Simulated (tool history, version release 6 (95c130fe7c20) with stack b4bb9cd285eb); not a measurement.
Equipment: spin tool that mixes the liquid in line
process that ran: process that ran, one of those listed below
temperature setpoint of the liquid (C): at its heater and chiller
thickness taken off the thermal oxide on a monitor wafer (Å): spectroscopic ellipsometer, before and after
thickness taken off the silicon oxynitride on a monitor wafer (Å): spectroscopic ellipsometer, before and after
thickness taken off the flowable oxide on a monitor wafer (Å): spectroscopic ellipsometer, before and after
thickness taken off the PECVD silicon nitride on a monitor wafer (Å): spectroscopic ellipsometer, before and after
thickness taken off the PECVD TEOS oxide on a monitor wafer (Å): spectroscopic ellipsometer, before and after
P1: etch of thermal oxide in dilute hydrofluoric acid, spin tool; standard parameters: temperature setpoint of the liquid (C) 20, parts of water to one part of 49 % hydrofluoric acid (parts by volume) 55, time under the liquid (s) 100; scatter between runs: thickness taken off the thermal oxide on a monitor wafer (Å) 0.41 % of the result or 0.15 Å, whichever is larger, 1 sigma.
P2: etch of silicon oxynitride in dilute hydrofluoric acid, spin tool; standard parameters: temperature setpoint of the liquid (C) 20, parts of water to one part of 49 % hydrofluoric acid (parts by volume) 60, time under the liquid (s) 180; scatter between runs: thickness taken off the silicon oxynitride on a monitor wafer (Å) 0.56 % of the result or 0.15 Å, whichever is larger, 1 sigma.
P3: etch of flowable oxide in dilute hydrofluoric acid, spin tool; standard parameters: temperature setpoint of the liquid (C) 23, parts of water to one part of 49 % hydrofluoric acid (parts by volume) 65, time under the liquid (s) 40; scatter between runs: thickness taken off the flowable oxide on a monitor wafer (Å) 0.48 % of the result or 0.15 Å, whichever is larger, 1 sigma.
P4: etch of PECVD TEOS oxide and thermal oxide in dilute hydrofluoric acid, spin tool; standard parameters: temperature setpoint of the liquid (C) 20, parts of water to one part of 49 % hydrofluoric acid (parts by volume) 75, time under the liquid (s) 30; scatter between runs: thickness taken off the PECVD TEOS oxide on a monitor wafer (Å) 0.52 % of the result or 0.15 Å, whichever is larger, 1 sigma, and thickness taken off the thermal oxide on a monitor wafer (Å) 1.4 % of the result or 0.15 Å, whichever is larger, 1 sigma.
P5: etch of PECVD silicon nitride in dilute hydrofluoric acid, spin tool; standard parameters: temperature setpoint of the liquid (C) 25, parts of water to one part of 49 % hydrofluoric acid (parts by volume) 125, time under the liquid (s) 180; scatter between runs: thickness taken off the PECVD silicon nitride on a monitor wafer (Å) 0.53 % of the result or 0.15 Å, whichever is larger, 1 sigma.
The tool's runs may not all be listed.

| run | day | process that ran | temperature setpoint of the liquid (C) | parts of water to one part of 49 % hydrofluoric acid (parts by volume) | time under the liquid (s) | thickness taken off the thermal oxide on a monitor wafer (Å) | thickness taken off the silicon oxynitride on a monitor wafer (Å) | thickness taken off the flowable oxide on a monitor wafer (Å) | thickness taken off the PECVD silicon nitride on a monitor wafer (Å) | thickness taken off the PECVD TEOS oxide on a monitor wafer (Å) |
|---|---|---|---|---|---|---|---|---|---|---|
| 1 | 0.196 | P1 | 20 | 55 | 100 | 77.803 |  |  |  |  |
| 2 | 0.646 | P1 | 20 | 55 | 100 | 77.225 |  |  |  |  |
| 3 | 0.879 | P1 | 20 | 55 | 100 | 77.636 |  |  |  |  |
| 4 | 1.292 | P2 | 20 | 90 | 180 |  | 23.947 |  |  |  |
| 5 | 1.675 | P1 | 20 | 20 | 100 | 223.37 |  |  |  |  |
| 6 | 1.888 | P1 | 20 | 20 | 180 | 401.85 |  |  |  |  |
| 7 | 2.129 | P3 | 23 | 65 | 15 |  |  | 69.932 |  |  |
| 8 | 2.383 | P5 | 25 | 125 | 180 |  |  |  | 76.812 |  |
| 9 | 2.667 | P4 | 20 | 120 | 30 | 10.413 |  |  |  | 57.33 |
| 10 | 3.046 | P1 | 27 | 55 | 100 | 102.94 |  |  |  |  |
| 11 | 3.371 | P1 | 20 | 55 | 180 | 140.38 |  |  |  |  |
| 12 | 3.579 | P2 | 28 | 60 | 180 |  | 54.565 |  |  |  |
| 13 | 3.929 | P3 | 23 | 90 | 40 |  |  | 131.57 |  |  |
| 14 | 4.267 | P1 | 20 | 55 | 25 | 19.407 |  |  |  |  |
| 15 | 4.479 | P4 | 20 | 75 | 60 | 34.324 |  |  |  | 193.17 |
| 16 | 4.875 | P4 | 20 | 75 | 30 | 17.747 |  |  |  | 94.739 |
| 17 | 5.067 | P2 | 20 | 60 | 360 |  | 73.245 |  |  |  |
| 18 | 5.325 | P1 | 20 | 90 | 100 | 45.726 |  |  |  |  |
| 19 | 5.729 | P1 | 17 | 55 | 100 | 68.68 |  |  |  |  |
| 20 | 5.95 | P4 | 17 | 75 | 30 | 15.672 |  |  |  | 84.64 |
| 21 | 6.271 | P5 | 32 | 125 | 180 |  |  |  | 117.42 |  |
| 22 | 6.492 | P3 | 23 | 65 | 40 |  |  | 187.29 |  |  |
| 23 | 6.821 | P3 | 17 | 65 | 40 |  |  | 144.35 |  |  |
| 24 | 7.183 | P5 | 25 | 125 | 25 |  |  |  | 10.501 |  |
| 25 | 7.517 | P5 | 25 | 30 | 180 |  |  |  | 310.26 |  |

Run 26 comes next. What will it give?
| 26 | 7.792 | P2 | 20 | 60 | 180 |  | ? |  |  |  |

Run 26 came out at thickness taken off the silicon oxynitride on a monitor wafer (Å) 37.087.

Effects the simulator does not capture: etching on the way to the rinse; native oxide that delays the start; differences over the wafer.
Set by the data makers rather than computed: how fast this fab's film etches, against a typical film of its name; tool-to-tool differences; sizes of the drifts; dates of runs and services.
